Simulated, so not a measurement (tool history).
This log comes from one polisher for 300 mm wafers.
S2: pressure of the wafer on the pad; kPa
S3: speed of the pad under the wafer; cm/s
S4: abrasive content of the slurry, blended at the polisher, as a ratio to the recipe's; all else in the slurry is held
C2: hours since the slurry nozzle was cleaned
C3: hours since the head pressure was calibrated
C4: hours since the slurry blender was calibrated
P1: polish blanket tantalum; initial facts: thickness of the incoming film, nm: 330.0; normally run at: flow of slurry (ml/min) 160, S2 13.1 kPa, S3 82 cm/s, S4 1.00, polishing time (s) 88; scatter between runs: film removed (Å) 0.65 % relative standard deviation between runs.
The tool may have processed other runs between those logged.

Run 1, hour 12.8: flow of slurry (ml/min) 160, S2 13.1 kPa, S3 82 cm/s, S4 1.00, polishing time (s) 88; wafers polished on this pad 568; C2 233.1; C3 496.0; C4 53.8. Result: film removed (Å) 1048.90.
Run 2, hour 22.2: flow of slurry (ml/min) 160, S2 8.3 kPa, S3 82 cm/s, S4 1.00, polishing time (s) 88; wafers polished on this pad 648; C2 242.5; C3 505.4; C4 63.2. Result: film removed (Å) 665.35.
Run 3, hour 33.4: flow of slurry (ml/min) 160, S2 13.1 kPa, S3 82 cm/s, S4 1.00, polishing time (s) 134; wafers polished on this pad 744; C2 253.7; C3 516.6; C4 74.4. Result: film removed (Å) 1582.50.
Run 4, hour 45.4: flow of slurry (ml/min) 160, S2 13.1 kPa, S3 82 cm/s, S4 0.50, polishing time (s) 88; wafers polished on this pad 846; C2 265.7; C3 528.6; C4 86.4. Result: film removed (Å) 818.54.
Run 5, hour 53.5: flow of slurry (ml/min) 160, S2 20.7 kPa, S3 82 cm/s, S4 1.00, polishing time (s) 88; wafers polished on this pad 915; C2 273.8; C3 536.7; C4 94.5. Result: film removed (Å) 1656.40.
Run 6, hour 63.4: flow of slurry (ml/min) 160, S2 17.9 kPa, S3 82 cm/s, S4 1.00, polishing time (s) 46; wafers polished on this pad 1000; C2 283.7; C3 546.6; C4 104.4. Result: film removed (Å) 752.61.
Run 7, hour 72.4: flow of slurry (ml/min) 160, S2 13.1 kPa, S3 82 cm/s, S4 1.00, polishing time (s) 88; wafers polished on this pad 1077; C2 292.7; C3 555.6; C4 113.4. Result: film removed (Å) 1040.00.
Run 8, hour 81.3: flow of slurry (ml/min) 160, S2 13.1 kPa, S3 82 cm/s, S4 0.70, polishing time (s) 109; wafers polished on this pad 1153; C2 301.6; C3 564.5; C4 122.3. Result: film removed (Å) 1151.60.
Run 9, hour 91.4: flow of slurry (ml/min) 95, S2 13.1 kPa, S3 82 cm/s, S4 1.00, polishing time (s) 88; wafers polished on this pad 1239; C2 311.7; C3 574.6; C4 132.4. Result: film removed (Å) 938.22.
Run 10, hour 102.8: flow of slurry (ml/min) 160, S2 13.1 kPa, S3 82 cm/s, S4 1.45, polishing time (s) 88; wafers polished on this pad 1337; C2 323.1; C3 586.0; C4 143.8. Result: film removed (Å) 1148.80.
Run 11, hour 112.7: flow of slurry (ml/min) 160, S2 13.1 kPa, S3 82 cm/s, S4 1.00, polishing time (s) 88; wafers polished on this pad 1421; C2 333.0; C3 595.9; C4 153.7. Result: film removed (Å) 1040.50.
Run 12, hour 123.6: flow of slurry (ml/min) 160, S2 13.1 kPa, S3 36 cm/s, S4 1.00, polishing time (s) 88; wafers polished on this pad 1515; C2 343.9; C3 606.8; C4 164.6. Result: film removed (Å) 460.48.
Run 13, hour 134.1: flow of slurry (ml/min) 160, S2 13.1 kPa, S3 128 cm/s, S4 1.00, polishing time (s) 88; wafers polished on this pad 1604; C2 354.4; C3 617.3; C4 175.1. Result: film removed (Å) 1637.20.
Run 14, hour 143.2: flow of slurry (ml/min) 250, S2 13.1 kPa, S3 82 cm/s, S4 1.00, polishing time (s) 88; wafers polished on this pad 1682; C2 363.5; C3 626.4; C4 184.2. Result: film removed (Å) 1112.90.
Run 15, hour 154.0: flow of slurry (ml/min) 160, S2 13.1 kPa, S3 82 cm/s, S4 1.00, polishing time (s) 88; wafers polished on this pad 1774; C2 374.3; C3 637.2; C4 195.0. Result: film removed (Å) 1055.60.
Run 16, hour 162.6: flow of slurry (ml/min) 160, S2 13.1 kPa, S3 82 cm/s, S4 1.00, polishing time (s) 88; wafers polished on this pad 1848; C2 382.9; C3 645.8; C4 203.6. Result: film removed (Å) 1051.80.
Run 17, hour 173.6: flow of slurry (ml/min) 160, S2 13.1 kPa, S3 82 cm/s, S4 1.00, polishing time (s) 41; wafers polished on this pad 1942; C2 393.9; C3 656.8; C4 214.6. Result: film removed (Å) 484.73.
Run 18, hour 181.4: flow of slurry (ml/min) 160, S2 13.1 kPa, S3 126 cm/s, S4 1.00, polishing time (s) 113; wafers polished on this pad 2008; C2 401.7; C3 664.6; C4 222.4. Result: film removed (Å) 2075.80.
Run 19, hour 192.5: flow of slurry (ml/min) 160, S2 13.1 kPa, S3 82 cm/s, S4 1.00, polishing time (s) 88; wafers polished on this pad 2103; C2 412.8; C3 675.7; C4 233.5. Result: film removed (Å) 1040.40.
Run 20, hour 202.3: flow of slurry (ml/min) 160, S2 13.1 kPa, S3 82 cm/s, S4 1.00, polishing time (s) 88; wafers polished on this pad 2187; C2 422.6; C3 685.5; C4 243.3. Result: film removed (Å) 1015.50.
Run 21, hour 214.9: flow of slurry (ml/min) 160, S2 13.1 kPa, S3 82 cm/s, S4 1.00, polishing time (s) 88; wafers polished on this pad 2295; C2 435.2; C3 698.1; C4 255.9. Result: film removed (Å) 1014.30.

Estimate the outcome of run 22 from the log above:
Run 22, hour 226.1: flow of slurry (ml/min) 160, S2 13.1 kPa, S3 82 cm/s, S4 1.00, polishing time (s) 88; wafers polished on this pad 2390; C2 446.4; C3 709.3; C4 267.1. Result: film removed (Å) ?.

film removed (Å): 990.83
